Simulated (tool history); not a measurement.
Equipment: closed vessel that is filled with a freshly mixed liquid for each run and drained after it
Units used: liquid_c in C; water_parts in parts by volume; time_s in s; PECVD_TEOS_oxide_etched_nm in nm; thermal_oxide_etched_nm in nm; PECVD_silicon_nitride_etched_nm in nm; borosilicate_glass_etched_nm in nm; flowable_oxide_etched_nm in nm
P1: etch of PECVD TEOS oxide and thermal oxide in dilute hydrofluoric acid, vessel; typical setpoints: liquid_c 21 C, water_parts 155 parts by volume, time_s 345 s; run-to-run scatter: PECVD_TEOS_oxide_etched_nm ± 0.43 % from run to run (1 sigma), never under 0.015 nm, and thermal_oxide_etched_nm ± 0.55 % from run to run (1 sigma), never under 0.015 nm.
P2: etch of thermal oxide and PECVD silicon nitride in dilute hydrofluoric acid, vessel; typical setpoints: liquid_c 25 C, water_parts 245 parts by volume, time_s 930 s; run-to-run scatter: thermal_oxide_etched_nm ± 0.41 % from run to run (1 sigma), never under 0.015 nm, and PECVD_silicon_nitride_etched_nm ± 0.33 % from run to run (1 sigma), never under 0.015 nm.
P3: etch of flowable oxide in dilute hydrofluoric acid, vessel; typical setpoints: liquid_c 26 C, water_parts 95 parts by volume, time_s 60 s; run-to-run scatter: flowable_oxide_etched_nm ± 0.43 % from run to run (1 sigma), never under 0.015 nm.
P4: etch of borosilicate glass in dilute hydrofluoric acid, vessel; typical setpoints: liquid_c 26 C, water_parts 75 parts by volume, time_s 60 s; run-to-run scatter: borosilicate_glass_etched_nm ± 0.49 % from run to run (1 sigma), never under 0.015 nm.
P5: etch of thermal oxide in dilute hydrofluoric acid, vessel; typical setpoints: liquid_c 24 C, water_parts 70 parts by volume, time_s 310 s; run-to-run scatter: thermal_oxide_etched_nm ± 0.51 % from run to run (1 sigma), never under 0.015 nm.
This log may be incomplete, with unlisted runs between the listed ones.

run   hour  process  liquid_c  water_parts  time_s  hours since the thermometer was replaced  hours since the hydrofluoric acid flow meter was replaced  PECVD_TEOS_oxide_etched_nm  thermal_oxide_etched_nm  PECVD_silicon_nitride_etched_nm  borosilicate_glass_etched_nm  flowable_oxide_etched_nm
  1   13.5       P1        21          155     345                                     492.8                                                      238.4                      25.191                   7.9502
  2   20.4       P1        21          220     345                                     499.7                                                      245.3                      16.521                   5.2429
  3   35.3       P1        21          155     105                                     514.6                                                      260.2                      7.6714                   2.4371
  4   45.1       P5        24           70     310                                     524.4                                                        270                                               22.906
  5   59.4       P1        21          155     345                                     538.7                                                      284.3                      25.297                   7.8753
      61.2  -- thermometer replaced
  6   73.9       P1        21          155     345                                      12.7                                                      298.8                      25.194                   8.0344
  7   81.1       P2      19.5          245     930                                      19.9                                                        306                                               11.964                           4.9802
  8   91.8       P1        17          155     345                                      30.6                                                      316.7                      21.402                   6.7878
  9  102.4       P5        28           70     310                                      41.2                                                      327.3                                               27.247
 10  109.2       P4        26           35      60                                        48                                                      334.1                                                                                                              78.012
 11  118.3       P5        24           40     310                                      57.1                                                      343.2                                               41.965
 12  132.3       P3        26          170      60                                      71.1                                                      357.2                                                                                                                                        17.329
 13  139.3       P2        25          150     930                                      78.1                                                      364.2                                               26.701                            11.42
 14  150.1       P1        21           75     205                                      88.9                                                        375                      33.646                   10.618
 15  164.9       P3        26           95      95                                     103.7                                                      389.8                                                                                                                                        53.777
 16  171.8       P5        24           70     540                                     110.6                                                      396.7                                                40.29
 17  184.5       P4        26           75      60                                     123.3                                                      409.4                                                                                                              34.236
 18    192       P1        21          155     525                                     130.8                                                      416.9                      38.453                   12.101
 19  201.3       P2        25          245     930                                     140.1                                                      426.2                                               14.744                            7.058
 20    216       P1        21           40     345                                     154.8                                                      440.9                      111.26                   34.873
 21  228.1       P1        25          155     345                                     166.9                                                        453                      29.307                   9.3091
 22  240.6       P3        26           95      60                                     179.4                                                      465.5                                                                                                                                        34.151
 23  252.6       P1        21          155     345                                     191.4                                                      477.5                      25.223                   7.8572
 24  260.7       P4        26           75      35                                     199.5                                                      485.6                                                                                                                20.1
 25  267.7       P1        21           65     480                                     206.5                                                      492.6                        92.4                   29.087
 26  276.5       P2        25          245     200                                     215.3                                                      501.4                                               3.1693                           1.4877
 27    291       P1        21          155     345                                     229.8                                                      515.9                      25.174                   7.9342
 28  301.2       P1        21          155     345                                       240                                                      526.1                      25.287                   7.9433
 29  312.3       P4        31           75      60                                     251.1                                                      537.2                                                                                                              41.949
 30  326.8       P3      19.5           95      60                                     265.6                                                      551.7                                                                                                                                          26.1
 31  335.5       P1        21          155     345                                     274.3                                                      560.4                      25.084                   7.9152
 32  343.3       P1        21          155     345                                     282.1                                                      568.2                       25.73                   8.0874
 33  352.5       P1        21          155     345                                     291.3                                                      577.4                      26.209                   8.2181
 34  362.9       P1        21          155     345                                     301.7                                                      587.8                      26.642                   8.4079
 35  371.3       P1        21          155     345                                     310.1                                                      596.2                      26.673                   8.5518
 36  385.8       P1        21          155     345                                     324.6                                                      610.7                      27.124                   8.5229

Expected results for the next run?
 37  398.4       P1        21          155     345                                     337.2                                                      623.3                           ?                        ?

Logged for run 37: PECVD_TEOS_oxide_etched_nm 27.375 nm, thermal_oxide_etched_nm 8.6562 nm.

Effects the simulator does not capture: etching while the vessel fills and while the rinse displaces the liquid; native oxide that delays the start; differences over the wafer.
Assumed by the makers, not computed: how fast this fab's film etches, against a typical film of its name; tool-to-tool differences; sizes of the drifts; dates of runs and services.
